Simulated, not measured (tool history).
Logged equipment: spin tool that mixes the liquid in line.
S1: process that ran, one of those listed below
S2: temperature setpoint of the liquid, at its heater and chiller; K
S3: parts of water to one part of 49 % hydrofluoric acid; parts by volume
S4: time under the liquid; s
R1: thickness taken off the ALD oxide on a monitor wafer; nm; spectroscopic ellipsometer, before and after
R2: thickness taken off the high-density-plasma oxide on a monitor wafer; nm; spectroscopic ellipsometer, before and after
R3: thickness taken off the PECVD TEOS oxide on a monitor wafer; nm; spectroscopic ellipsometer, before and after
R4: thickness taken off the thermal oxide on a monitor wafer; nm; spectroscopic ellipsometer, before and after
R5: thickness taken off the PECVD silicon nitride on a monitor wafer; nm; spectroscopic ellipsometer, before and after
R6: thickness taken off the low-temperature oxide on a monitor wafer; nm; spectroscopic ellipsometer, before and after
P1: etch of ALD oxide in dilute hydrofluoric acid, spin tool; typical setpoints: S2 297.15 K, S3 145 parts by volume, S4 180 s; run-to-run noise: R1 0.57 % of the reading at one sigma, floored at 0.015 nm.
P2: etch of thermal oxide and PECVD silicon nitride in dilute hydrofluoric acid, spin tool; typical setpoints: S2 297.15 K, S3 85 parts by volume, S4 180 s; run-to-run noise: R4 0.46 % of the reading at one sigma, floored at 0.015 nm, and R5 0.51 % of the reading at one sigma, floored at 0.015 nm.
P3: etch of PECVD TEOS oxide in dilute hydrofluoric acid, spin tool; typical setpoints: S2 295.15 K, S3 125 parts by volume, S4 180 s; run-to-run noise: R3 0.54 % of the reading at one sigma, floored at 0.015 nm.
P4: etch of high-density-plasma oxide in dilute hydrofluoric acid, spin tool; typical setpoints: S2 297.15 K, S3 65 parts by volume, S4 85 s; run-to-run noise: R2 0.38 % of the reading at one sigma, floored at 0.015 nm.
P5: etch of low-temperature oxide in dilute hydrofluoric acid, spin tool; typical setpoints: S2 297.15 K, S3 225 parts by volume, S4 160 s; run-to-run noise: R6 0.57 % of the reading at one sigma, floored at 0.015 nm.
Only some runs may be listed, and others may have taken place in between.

| run | hour | S1 | S2 | S3 | S4 | R1 | R2 | R3 | R4 | R5 | R6 |
|---|---|---|---|---|---|---|---|---|---|---|---|
| 1 | 18 | P1 | 297.15 | 145 | 180 | 20.431 |  |  |  |  |  |
| 2 | 36.6 | P4 | 297.15 | 65 | 135 |  | 12.576 |  |  |  |  |
| 3 | 48.7 | P3 | 295.15 | 190 | 180 |  |  | 9.1011 |  |  |  |
| 4 | 62.2 | P1 | 297.15 | 145 | 360 | 41.27 |  |  |  |  |  |
| 5 | 79.7 | P4 | 291.15 | 65 | 85 |  | 6.2353 |  |  |  |  |
| 6 | 92.9 | P1 | 297.15 | 145 | 20 | 2.2696 |  |  |  |  |  |
| 7 | 103.3 | P2 | 297.15 | 85 | 180 |  |  |  | 10.227 | 10.611 |  |
| 8 | 114.1 | P5 | 297.15 | 75 | 160 |  |  |  |  |  | 23.99 |
| 9 | 133.3 | P4 | 297.15 | 65 | 85 |  | 7.9886 |  |  |  |  |
| 10 | 152.4 | P3 | 295.15 | 125 | 180 |  |  | 14.807 |  |  |  |
| 11 | 167.1 | P1 | 297.15 | 145 | 180 | 20.487 |  |  |  |  |  |
| 12 | 183.5 | P2 | 297.15 | 120 | 180 |  |  |  | 6.9312 | 7.4475 |  |
| 13 | 197.8 | P4 | 297.15 | 90 | 85 |  | 5.59 |  |  |  |  |
| 14 | 209 | P2 | 292.65 | 85 | 180 |  |  |  | 8.4658 | 7.8158 |  |
| 15 | 218 | P4 | 297.15 | 65 | 85 |  | 7.9853 |  |  |  |  |
| 16 | 236.5 | P3 | 295.15 | 125 | 320 |  |  | 25.934 |  |  |  |
| 17 | 253.5 | P3 | 295.15 | 125 | 180 |  |  | 14.679 |  |  |  |
| 18 | 272.3 | P1 | 302.15 | 145 | 275 | 37.663 |  |  |  |  |  |
| 19 | 285.8 | P1 | 297.15 | 145 | 180 | 20.744 |  |  |  |  |  |
| 20 | 295 | P2 | 297.15 | 85 | 20 |  |  |  | 1.1515 | 1.1625 |  |
| 21 | 312.7 | P1 | 304.65 | 145 | 180 | 27.02 |  |  |  |  |  |
| 22 | 326.5 | P5 | 297.15 | 225 | 80 |  |  |  |  |  | 3.3725 |
| 23 | 338.3 | P1 | 297.15 | 145 | 180 | 20.627 |  |  |  |  |  |
| 24 | 350.3 | P5 | 297.15 | 225 | 160 |  |  |  |  |  | 6.6989 |
| 25 | 364.2 | P1 | 297.15 | 210 | 180 | 13.322 |  |  |  |  |  |
| 26 | 376 | P3 | 300.15 | 125 | 180 |  |  | 18.042 |  |  |  |
| 27 | 393.1 | P5 | 297.15 | 225 | 160 |  |  |  |  |  | 6.6631 |
| 28 | 409.5 | P1 | 297.15 | 90 | 180 | 35.376 |  |  |  |  |  |
| 29 | 424.2 | P1 | 297.15 | 145 | 180 | 20.43 |  |  |  |  |  |
| 30 | 442.3 | P5 | 290.65 | 225 | 160 |  |  |  |  |  | 5.2348 |
| 31 | 457 | P1 | 290.65 | 145 | 180 | 15.683 |  |  |  |  |  |
| 32 | 471.1 | P1 | 297.15 | 145 | 180 | 20.545 |  |  |  |  |  |

What will run 33 give?
| 33 | 484.3 | P1 | 297.15 | 145 | 180 | ? |  |  |  |  |  |

Run 33 measured R1 20.156 nm.

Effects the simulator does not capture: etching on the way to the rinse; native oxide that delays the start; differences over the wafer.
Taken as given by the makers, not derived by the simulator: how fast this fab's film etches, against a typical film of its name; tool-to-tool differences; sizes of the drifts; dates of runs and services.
